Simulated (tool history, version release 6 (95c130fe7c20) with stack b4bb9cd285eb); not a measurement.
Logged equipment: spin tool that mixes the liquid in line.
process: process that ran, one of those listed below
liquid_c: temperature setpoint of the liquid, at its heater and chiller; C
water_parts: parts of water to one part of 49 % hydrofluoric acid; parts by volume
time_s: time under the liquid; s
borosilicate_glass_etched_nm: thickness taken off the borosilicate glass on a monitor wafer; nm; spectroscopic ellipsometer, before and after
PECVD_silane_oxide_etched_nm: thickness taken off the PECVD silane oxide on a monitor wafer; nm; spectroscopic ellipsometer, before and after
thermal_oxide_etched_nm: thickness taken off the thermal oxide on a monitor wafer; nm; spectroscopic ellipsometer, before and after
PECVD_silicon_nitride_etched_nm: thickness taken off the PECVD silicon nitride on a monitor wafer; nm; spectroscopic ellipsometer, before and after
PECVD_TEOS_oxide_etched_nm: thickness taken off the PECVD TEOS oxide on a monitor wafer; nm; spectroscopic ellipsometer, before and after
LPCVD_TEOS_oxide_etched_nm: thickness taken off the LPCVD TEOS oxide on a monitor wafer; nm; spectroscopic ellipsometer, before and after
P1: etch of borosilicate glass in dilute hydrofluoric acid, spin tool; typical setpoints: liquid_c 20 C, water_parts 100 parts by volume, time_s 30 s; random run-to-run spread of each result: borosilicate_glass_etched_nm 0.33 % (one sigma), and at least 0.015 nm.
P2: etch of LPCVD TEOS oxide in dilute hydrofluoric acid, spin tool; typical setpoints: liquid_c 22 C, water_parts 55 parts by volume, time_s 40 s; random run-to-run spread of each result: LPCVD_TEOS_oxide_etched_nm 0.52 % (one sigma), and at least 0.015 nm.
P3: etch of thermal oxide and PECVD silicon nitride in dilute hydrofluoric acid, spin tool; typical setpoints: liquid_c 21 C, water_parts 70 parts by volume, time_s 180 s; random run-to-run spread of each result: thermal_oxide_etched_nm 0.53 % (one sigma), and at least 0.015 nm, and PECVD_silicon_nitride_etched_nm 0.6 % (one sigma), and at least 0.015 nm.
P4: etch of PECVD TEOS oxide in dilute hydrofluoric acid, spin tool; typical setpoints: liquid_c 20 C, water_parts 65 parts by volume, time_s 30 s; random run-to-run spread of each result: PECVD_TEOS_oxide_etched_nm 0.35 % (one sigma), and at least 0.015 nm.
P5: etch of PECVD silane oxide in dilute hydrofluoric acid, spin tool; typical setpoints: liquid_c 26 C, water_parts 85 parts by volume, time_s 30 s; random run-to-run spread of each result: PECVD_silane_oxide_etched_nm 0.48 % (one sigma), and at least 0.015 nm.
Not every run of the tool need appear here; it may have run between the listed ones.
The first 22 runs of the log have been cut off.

run   hour  process  liquid_c  water_parts  time_s  borosilicate_glass_etched_nm  PECVD_silane_oxide_etched_nm  thermal_oxide_etched_nm  PECVD_silicon_nitride_etched_nm  PECVD_TEOS_oxide_etched_nm  LPCVD_TEOS_oxide_etched_nm
 23   98.1       P1        20          100      15                        5.5695
 24  101.9       P2        22           55      15                                                                                                                                                                        4.4583
 25  108.2       P1        17          100      50                        16.425
 26  112.7       P5        26           85      15                                                      7.0088
 27  117.9       P2        22           55      40                                                                                                                                                                        11.838
 28  120.8       P1        17          100      30                        9.8436
 29  124.7       P4        20           95      30                                                                                                                                            5.7989
 30  130.2       P1        27          100      30                        14.775
 31  133.8       P1        20          100      30                        11.143
 32  136.8       P1        20          100      30                        10.988

Run 33, settings as shown, results not yet in. Your forecast:
 33   143       P1        20          100      30                             ?

borosilicate_glass_etched_nm: 10.799 nm
